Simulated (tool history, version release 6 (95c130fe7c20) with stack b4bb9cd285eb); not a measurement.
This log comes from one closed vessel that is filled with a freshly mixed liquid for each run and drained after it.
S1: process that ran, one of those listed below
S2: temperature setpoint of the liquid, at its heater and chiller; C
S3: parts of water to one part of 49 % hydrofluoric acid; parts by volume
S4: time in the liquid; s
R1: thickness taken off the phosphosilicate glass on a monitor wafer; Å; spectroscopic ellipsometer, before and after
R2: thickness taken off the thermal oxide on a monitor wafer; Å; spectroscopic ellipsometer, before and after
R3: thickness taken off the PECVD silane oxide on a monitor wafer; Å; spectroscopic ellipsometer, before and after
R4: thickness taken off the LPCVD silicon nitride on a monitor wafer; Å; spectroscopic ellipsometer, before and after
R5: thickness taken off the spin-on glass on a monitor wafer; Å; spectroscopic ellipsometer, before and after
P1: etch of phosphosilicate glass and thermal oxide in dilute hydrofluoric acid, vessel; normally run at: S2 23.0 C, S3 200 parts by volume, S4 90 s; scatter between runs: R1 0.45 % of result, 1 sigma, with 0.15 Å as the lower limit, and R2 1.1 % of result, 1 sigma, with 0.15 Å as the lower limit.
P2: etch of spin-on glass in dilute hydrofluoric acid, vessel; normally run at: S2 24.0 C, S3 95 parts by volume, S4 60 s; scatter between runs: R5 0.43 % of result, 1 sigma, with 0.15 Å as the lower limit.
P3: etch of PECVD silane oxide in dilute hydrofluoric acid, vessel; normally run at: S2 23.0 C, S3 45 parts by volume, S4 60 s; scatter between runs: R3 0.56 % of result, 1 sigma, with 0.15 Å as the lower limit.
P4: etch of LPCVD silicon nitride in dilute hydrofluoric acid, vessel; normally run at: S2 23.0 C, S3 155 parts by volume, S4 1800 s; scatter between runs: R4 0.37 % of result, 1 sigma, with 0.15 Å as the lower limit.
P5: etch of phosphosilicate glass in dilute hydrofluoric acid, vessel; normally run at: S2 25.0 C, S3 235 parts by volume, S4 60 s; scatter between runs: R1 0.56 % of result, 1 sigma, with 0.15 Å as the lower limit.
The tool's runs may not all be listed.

| run | hour | S1 | S2 | S3 | S4 | R1 | R2 | R3 | R4 | R5 |
|---|---|---|---|---|---|---|---|---|---|---|
| 1 | 7.0 | P1 | 23.0 | 200 | 90 | 314.220 | 19.9550 |  |  |  |
| 2 | 13.8 | P3 | 23.0 | 75 | 60 |  |  | 265.71 |  |  |
| 3 | 20.6 | P4 | 23.0 | 155 | 300 |  |  |  | 9.2279 |  |
| 4 | 27.1 | P5 | 25.0 | 75 | 60 | 1671.600 |  |  |  |  |
| 5 | 36.9 | P1 | 23.0 | 200 | 145 | 504.140 | 32.5370 |  |  |  |
| 6 | 42.5 | P1 | 23.0 | 200 | 90 | 314.930 | 20.0170 |  |  |  |
| 7 | 52.4 | P4 | 31.0 | 155 | 1800 |  |  |  | 91.6180 |  |
| 8 | 60.8 | P1 | 23.0 | 200 | 90 | 315.660 | 19.3570 |  |  |  |
| 9 | 68.5 | P1 | 23.0 | 285 | 90 | 200.690 | 12.8650 |  |  |  |
| 10 | 76.1 | P2 | 24.0 | 95 | 30 |  |  |  |  | 186.80 |
| 11 | 85.6 | P1 | 23.0 | 200 | 90 | 313.290 | 19.6980 |  |  |  |
| 12 | 90.7 | P2 | 32.5 | 95 | 60 |  |  |  |  | 515.27 |
| 13 | 98.6 | P3 | 23.0 | 45 | 60 |  |  | 458.26 |  |  |
| 14 | 107.4 | P5 | 31.5 | 235 | 60 | 556.160 |  |  |  |  |
| 15 | 114.4 | P2 | 24.0 | 95 | 60 |  |  |  |  | 373.35 |
| 16 | 121.1 | P1 | 17.0 | 200 | 90 | 249.790 | 16.2830 |  |  |  |
| 17 | 129.1 | P1 | 23.0 | 200 | 45 | 157.530 | 10.0180 |  |  |  |
| 18 | 135.3 | P1 | 23.0 | 200 | 90 | 314.550 | 19.7800 |  |  |  |
|  | 136.4 | hydrofluoric acid flow meter replaced |
| 19 | 141.4 | P3 | 17.5 | 45 | 60 |  |  | 367.13 |  |  |
| 20 | 150.3 | P5 | 25.0 | 235 | 60 | 449.580 |  |  |  |  |
| 21 | 159.3 | P5 | 25.0 | 235 | 85 | 632.980 |  |  |  |  |
| 22 | 166.6 | P2 | 24.0 | 50 | 60 |  |  |  |  | 756.43 |
| 23 | 174.5 | P1 | 19.0 | 200 | 30 | 90.337 | 5.7077 |  |  |  |
| 24 | 182.8 | P1 | 23.0 | 200 | 90 | 313.350 | 19.9910 |  |  |  |
| 25 | 192.2 | P3 | 23.0 | 45 | 30 |  |  | 231.09 |  |  |
| 26 | 199.9 | P1 | 23.0 | 200 | 90 | 314.400 | 20.0440 |  |  |  |
| 27 | 208.9 | P4 | 23.0 | 155 | 1800 |  |  |  | 55.4580 |  |
| 28 | 213.2 | P1 | 31.5 | 200 | 90 | 424.920 | 26.7730 |  |  |  |
| 29 | 219.4 | P4 | 23.0 | 75 | 1800 |  |  |  | 112.9700 |  |
| 30 | 224.0 | P2 | 24.0 | 95 | 60 |  |  |  |  | 375.94 |
| 31 | 231.1 | P1 | 23.0 | 360 | 160 | 266.570 | 16.7090 |  |  |  |
| 32 | 236.8 | P3 | 23.0 | 45 | 60 |  |  | 460.20 |  |  |
| 33 | 246.6 | P1 | 23.0 | 120 | 90 | 569.980 | 36.4320 |  |  |  |
| 34 | 253.3 | P1 | 17.0 | 200 | 50 | 138.840 | 8.8690 |  |  |  |
| 35 | 257.5 | P1 | 23.0 | 200 | 90 | 312.720 | 20.1620 |  |  |  |
| 36 | 267.1 | P1 | 23.0 | 200 | 90 | 320.240 | 20.2570 |  |  |  |
| 37 | 275.0 | P1 | 23.0 | 200 | 90 | 325.010 | 20.9070 |  |  |  |
| 38 | 281.0 | P1 | 23.0 | 200 | 90 | 326.450 | 20.3680 |  |  |  |
| 39 | 286.9 | P1 | 23.0 | 200 | 90 | 328.430 | 20.8520 |  |  |  |
| 40 | 293.2 | P1 | 23.0 | 200 | 90 | 329.450 | 20.8640 |  |  |  |
| 41 | 301.9 | P1 | 23.0 | 200 | 90 | 329.780 | 21.0080 |  |  |  |
| 42 | 310.9 | P1 | 23.0 | 200 | 90 | 332.480 | 21.1870 |  |  |  |
| 43 | 318.9 | P1 | 23.0 | 200 | 90 | 329.210 | 21.1060 |  |  |  |

Estimate the outcome of run 44 from the log above:
| 44 | 324.2 | P1 | 23.0 | 200 | 90 | ? | ? |  |  |  |

Logged for run 44: R1 334.410 Å, R2 21.4150 Å.

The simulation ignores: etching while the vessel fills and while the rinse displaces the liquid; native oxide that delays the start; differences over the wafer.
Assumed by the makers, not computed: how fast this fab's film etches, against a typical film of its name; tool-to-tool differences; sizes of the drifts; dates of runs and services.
